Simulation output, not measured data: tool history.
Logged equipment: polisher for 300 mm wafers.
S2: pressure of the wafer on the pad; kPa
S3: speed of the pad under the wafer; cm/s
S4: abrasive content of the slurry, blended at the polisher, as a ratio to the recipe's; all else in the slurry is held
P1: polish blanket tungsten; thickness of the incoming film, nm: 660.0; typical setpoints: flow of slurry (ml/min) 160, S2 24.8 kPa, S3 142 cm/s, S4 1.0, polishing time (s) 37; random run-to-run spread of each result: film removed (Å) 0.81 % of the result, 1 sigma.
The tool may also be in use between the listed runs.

Run 1, day 0.175: flow of slurry (ml/min) 160, S2 24.8 kPa, S3 142 cm/s, S4 1.0, polishing time (s) 37. Result: film removed (Å) 2036.40.
Run 2, day 0.567: flow of slurry (ml/min) 160, S2 11.0 kPa, S3 142 cm/s, S4 1.0, polishing time (s) 37. Result: film removed (Å) 915.36.
Run 3, day 0.783: flow of slurry (ml/min) 95, S2 24.8 kPa, S3 142 cm/s, S4 1.0, polishing time (s) 37. Result: film removed (Å) 1847.70.
At day 0.842: worn pad replaced by a new one.
Run 4, day 1.154: flow of slurry (ml/min) 160, S2 24.8 kPa, S3 142 cm/s, S4 0.6, polishing time (s) 37. Result: film removed (Å) 1831.50.
Run 5, day 1.375: flow of slurry (ml/min) 230, S2 24.8 kPa, S3 142 cm/s, S4 1.0, polishing time (s) 55. Result: film removed (Å) 3222.20.
Run 6, day 1.571: flow of slurry (ml/min) 215, S2 35.9 kPa, S3 142 cm/s, S4 1.0, polishing time (s) 37. Result: film removed (Å) 3108.10.
Run 7, day 1.821: flow of slurry (ml/min) 160, S2 24.8 kPa, S3 142 cm/s, S4 1.0, polishing time (s) 26. Result: film removed (Å) 1424.30.
Run 8, day 2.212: flow of slurry (ml/min) 160, S2 24.8 kPa, S3 142 cm/s, S4 1.0, polishing time (s) 37. Result: film removed (Å) 2048.00.
Run 9, day 2.475: flow of slurry (ml/min) 160, S2 24.8 kPa, S3 210 cm/s, S4 1.0, polishing time (s) 37. Result: film removed (Å) 3002.60.
Run 10, day 2.796: flow of slurry (ml/min) 160, S2 24.8 kPa, S3 142 cm/s, S4 1.0, polishing time (s) 37. Result: film removed (Å) 2027.90.
Run 11, day 2.979: flow of slurry (ml/min) 230, S2 24.8 kPa, S3 142 cm/s, S4 1.0, polishing time (s) 37. Result: film removed (Å) 2157.80.
Run 12, day 3.312: flow of slurry (ml/min) 160, S2 24.8 kPa, S3 102 cm/s, S4 1.0, polishing time (s) 37. Result: film removed (Å) 1464.20.
Run 13, day 3.500: flow of slurry (ml/min) 160, S2 24.8 kPa, S3 142 cm/s, S4 1.0, polishing time (s) 37. Result: film removed (Å) 2050.80.

The next listed run, before its measurement:
Run 14, day 3.883: flow of slurry (ml/min) 160, S2 35.2 kPa, S3 142 cm/s, S4 1.0, polishing time (s) 37. Result: film removed (Å) ?.

film removed (Å): 2893.70
